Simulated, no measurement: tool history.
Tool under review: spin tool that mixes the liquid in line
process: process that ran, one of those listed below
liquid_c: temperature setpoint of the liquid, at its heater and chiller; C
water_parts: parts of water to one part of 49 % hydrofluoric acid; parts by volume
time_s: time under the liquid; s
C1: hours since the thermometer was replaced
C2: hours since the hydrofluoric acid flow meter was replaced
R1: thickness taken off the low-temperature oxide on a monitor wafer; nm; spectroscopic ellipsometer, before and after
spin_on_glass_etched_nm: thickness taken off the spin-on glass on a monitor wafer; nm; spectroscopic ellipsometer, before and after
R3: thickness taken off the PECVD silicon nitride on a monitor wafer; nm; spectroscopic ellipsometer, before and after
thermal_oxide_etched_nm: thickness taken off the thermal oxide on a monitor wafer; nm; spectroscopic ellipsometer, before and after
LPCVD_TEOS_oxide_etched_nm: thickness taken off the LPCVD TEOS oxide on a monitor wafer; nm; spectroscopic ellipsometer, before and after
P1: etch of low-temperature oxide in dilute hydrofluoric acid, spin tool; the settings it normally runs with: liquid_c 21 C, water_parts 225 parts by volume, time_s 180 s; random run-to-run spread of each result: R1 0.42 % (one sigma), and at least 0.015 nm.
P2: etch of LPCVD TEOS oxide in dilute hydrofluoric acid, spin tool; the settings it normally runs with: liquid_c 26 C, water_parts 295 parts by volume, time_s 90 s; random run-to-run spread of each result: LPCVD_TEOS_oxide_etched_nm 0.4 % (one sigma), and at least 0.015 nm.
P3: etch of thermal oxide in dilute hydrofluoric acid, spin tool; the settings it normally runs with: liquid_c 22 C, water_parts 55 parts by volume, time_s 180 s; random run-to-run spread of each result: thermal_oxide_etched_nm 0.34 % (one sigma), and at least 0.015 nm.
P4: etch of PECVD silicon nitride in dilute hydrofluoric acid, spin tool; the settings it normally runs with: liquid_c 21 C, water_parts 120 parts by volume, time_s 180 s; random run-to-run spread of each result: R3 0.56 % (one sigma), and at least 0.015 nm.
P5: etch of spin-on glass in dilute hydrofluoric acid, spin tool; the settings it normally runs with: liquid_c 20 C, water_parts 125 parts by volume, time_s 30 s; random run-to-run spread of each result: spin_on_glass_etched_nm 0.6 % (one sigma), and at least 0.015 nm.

Run 1, hour 7.3: process P1, liquid_c 21 C, water_parts 225 parts by volume, time_s 180 s; C1 692.7; C2 797.9. Result: R1 9.1685 nm.
Run 2, hour 14.2: process P1, liquid_c 21 C, water_parts 225 parts by volume, time_s 180 s; C1 699.6; C2 804.8. Result: R1 9.1919 nm.
Run 3, hour 20.9: process P5, liquid_c 20 C, water_parts 125 parts by volume, time_s 30 s; C1 706.3; C2 811.5. Result: spin_on_glass_etched_nm 4.9985 nm.
Run 4, hour 27.9: process P1, liquid_c 21 C, water_parts 140 parts by volume, time_s 180 s; C1 713.3; C2 818.5. Result: R1 16.077 nm.
Run 5, hour 34.5: process P4, liquid_c 21 C, water_parts 20 parts by volume, time_s 180 s; C1 719.9; C2 825.1. Result: R3 22.086 nm.
Run 6, hour 41.9: process P3, liquid_c 22 C, water_parts 55 parts by volume, time_s 180 s; C1 727.3; C2 832.5. Result: thermal_oxide_etched_nm 14.463 nm.
Run 7, hour 50.6: process P2, liquid_c 26 C, water_parts 55 parts by volume, time_s 90 s; C1 736; C2 841.2. Result: LPCVD_TEOS_oxide_etched_nm 48.859 nm.
Run 8, hour 57.8: process P1, liquid_c 21 C, water_parts 225 parts by volume, time_s 180 s; C1 743.2; C2 848.4. Result: R1 9.2334 nm.
Run 9, hour 62.1: process P5, liquid_c 20 C, water_parts 70 parts by volume, time_s 30 s; C1 747.5; C2 852.7. Result: spin_on_glass_etched_nm 9.6317 nm.
Run 10, hour 70.9: process P4, liquid_c 17 C, water_parts 120 parts by volume, time_s 180 s; C1 756.3; C2 861.5. Result: R3 2.9767 nm.
Run 11, hour 75.2: process P1, liquid_c 21 C, water_parts 225 parts by volume, time_s 285 s; C1 760.6; C2 865.8. Result: R1 14.575 nm.
Run 12, hour 84.4: process P1, liquid_c 17 C, water_parts 225 parts by volume, time_s 325 s; C1 769.8; C2 875. Result: R1 14.243 nm.
Run 13, hour 89.7: process P3, liquid_c 22 C, water_parts 55 parts by volume, time_s 180 s; C1 775.1; C2 880.3. Result: thermal_oxide_etched_nm 14.543 nm.
Run 14, hour 94.4: process P2, liquid_c 34 C, water_parts 295 parts by volume, time_s 90 s; C1 779.8; C2 885. Result: LPCVD_TEOS_oxide_etched_nm 8.9941 nm.
Run 15, hour 103.6: process P1, liquid_c 21 C, water_parts 225 parts by volume, time_s 180 s; C1 789; C2 894.2. Result: R1 9.1372 nm.
Run 16, hour 112.7: process P1, liquid_c 21 C, water_parts 225 parts by volume, time_s 25 s; C1 798.1; C2 903.3. Result: R1 1.2814 nm.
Run 17, hour 118.7: process P1, liquid_c 21 C, water_parts 225 parts by volume, time_s 180 s; C1 804.1; C2 909.3. Result: R1 9.1744 nm.
Run 18, hour 125.2: process P1, liquid_c 17 C, water_parts 225 parts by volume, time_s 180 s; C1 810.6; C2 915.8. Result: R1 7.9256 nm.
Run 19, hour 131.8: process P3, liquid_c 30 C, water_parts 55 parts by volume, time_s 180 s; C1 817.2; C2 922.4. Result: thermal_oxide_etched_nm 20.153 nm.
Run 20, hour 139.2: process P1, liquid_c 21 C, water_parts 320 parts by volume, time_s 15 s; C1 824.6; C2 929.8. Result: R1 0.4573 nm.
Run 21, hour 144.8: process P5, liquid_c 20 C, water_parts 125 parts by volume, time_s 15 s; C1 830.2; C2 935.4. Result: spin_on_glass_etched_nm 2.526 nm.
Run 22, hour 152.5: process P1, liquid_c 21 C, water_parts 345 parts by volume, time_s 180 s; C1 837.9; C2 943.1. Result: R1 5.4058 nm.
Run 23, hour 157.1: process P4, liquid_c 21 C, water_parts 120 parts by volume, time_s 180 s; C1 842.5; C2 947.7. Result: R3 3.8995 nm.
Run 24, hour 163.5: process P4, liquid_c 21 C, water_parts 120 parts by volume, time_s 25 s; C1 848.9; C2 954.1. Result: R3 0.54526 nm.
Run 25, hour 172.7: process P2, liquid_c 26 C, water_parts 295 parts by volume, time_s 90 s; C1 858.1; C2 963.3. Result: LPCVD_TEOS_oxide_etched_nm 6.8926 nm.
Run 26, hour 177.3: process P5, liquid_c 20 C, water_parts 125 parts by volume, time_s 30 s; C1 862.7; C2 967.9. Result: spin_on_glass_etched_nm 5.0444 nm.
Run 27, hour 181.5: process P3, liquid_c 22 C, water_parts 55 parts by volume, time_s 85 s; C1 866.9; C2 972.1. Result: thermal_oxide_etched_nm 6.8729 nm.
Run 28, hour 187.6: process P1, liquid_c 21 C, water_parts 225 parts by volume, time_s 180 s; C1 873; C2 978.2. Result: R1 9.2543 nm.
Run 29, hour 195.1: process P1, liquid_c 28 C, water_parts 225 parts by volume, time_s 180 s; C1 880.5; C2 985.7. Result: R1 11.869 nm.
Run 30, hour 200.6: process P2, liquid_c 26 C, water_parts 295 parts by volume, time_s 35 s; C1 886; C2 991.2. Result: LPCVD_TEOS_oxide_etched_nm 2.692 nm.
Run 31, hour 209.2: process P3, liquid_c 22 C, water_parts 100 parts by volume, time_s 180 s; C1 894.6; C2 999.8. Result: thermal_oxide_etched_nm 7.5817 nm.
Run 32, hour 216.5: process P1, liquid_c 21 C, water_parts 225 parts by volume, time_s 180 s; C1 901.9; C2 1007.1. Result: R1 9.2074 nm.
Run 33, hour 225: process P5, liquid_c 26.5 C, water_parts 125 parts by volume, time_s 30 s; C1 910.4; C2 1015.6. Result: spin_on_glass_etched_nm 6.5291 nm.
Run 34, hour 229.4: process P2, liquid_c 26 C, water_parts 295 parts by volume, time_s 90 s; C1 914.8; C2 1020. Result: LPCVD_TEOS_oxide_etched_nm 6.8768 nm.
Run 35, hour 237.6: process P1, liquid_c 21 C, water_parts 225 parts by volume, time_s 180 s; C1 923; C2 1028.2. Result: R1 9.1975 nm.
Run 36, hour 242.4: process P1, liquid_c 21 C, water_parts 225 parts by volume, time_s 180 s; C1 927.8; C2 1033. Result: R1 9.0384 nm.
Run 37, hour 249.8: process P1, liquid_c 21 C, water_parts 225 parts by volume, time_s 180 s; C1 935.2; C2 1040.4. Result: R1 8.9052 nm.
Run 38, hour 258.1: process P1, liquid_c 21 C, water_parts 225 parts by volume, time_s 180 s; C1 943.5; C2 1048.7. Result: R1 8.8055 nm.
Run 39, hour 267.2: process P1, liquid_c 21 C, water_parts 225 parts by volume, time_s 180 s; C1 952.6; C2 1057.8. Result: R1 8.7148 nm.
Run 40, hour 273: process P1, liquid_c 21 C, water_parts 225 parts by volume, time_s 180 s; C1 958.4; C2 1063.6. Result: R1 8.7856 nm.
Run 41, hour 280.4: process P1, liquid_c 21 C, water_parts 225 parts by volume, time_s 180 s; C1 965.8; C2 1071. Result: R1 8.7547 nm.

Something has made what P1 gives creep away from where it was; the 2 causes below, each at its own stated size, fit the log equally well:
A: hydrofluoric acid flow below the setpoint (%) = 4.4
B: liquid colder than its thermometer reads (K) = 1.46
The process output started creeping at around hour 237.6.

Each of the 4 check runs below uses one wafer; its results are left as question marks. Which run tells the causes apart?
Run check 1, hour 287.8: process P2, liquid_c 34 C, water_parts 180 parts by volume, time_s 90 s. Result: LPCVD_TEOS_oxide_etched_nm ?.
Run check 2, hour 287.8: process P5, liquid_c 25 C, water_parts 125 parts by volume, time_s 30 s. Result: spin_on_glass_etched_nm ?.
Run check 3, hour 287.8: process P4, liquid_c 21 C, water_parts 30 parts by volume, time_s 85 s. Result: R3 ?.
Run check 4, hour 287.8: process P3, liquid_c 29 C, water_parts 85 parts by volume, time_s 180 s. Result: thermal_oxide_etched_nm ?.

What every check run would give for each of its results, assuming each possible cause in turn:
  check                      result    if A    if B
check 1  LPCVD_TEOS_oxide_etched_nm  16.027  16.136
check 2     spin_on_glass_etched_nm  5.8193  5.7917
check 3                          R3  6.7678  6.3813
check 4     thermal_oxide_etched_nm  11.371  11.304
Minimum pairwise separation of causes per check, each pair taken at its best-separating result: check 1 0.68 %; check 2 0.47 %; check 3 5.88 %; check 4 0.58 %
Of the check runs offered, only check 3 discriminates between the causes; the rest would read about the same regardless of which cause applies.

Check 3 has now been run. It gave: R3 6.3984 nm. Which of the candidate causes is it?

The cause is B: liquid colder than its thermometer reads (K).
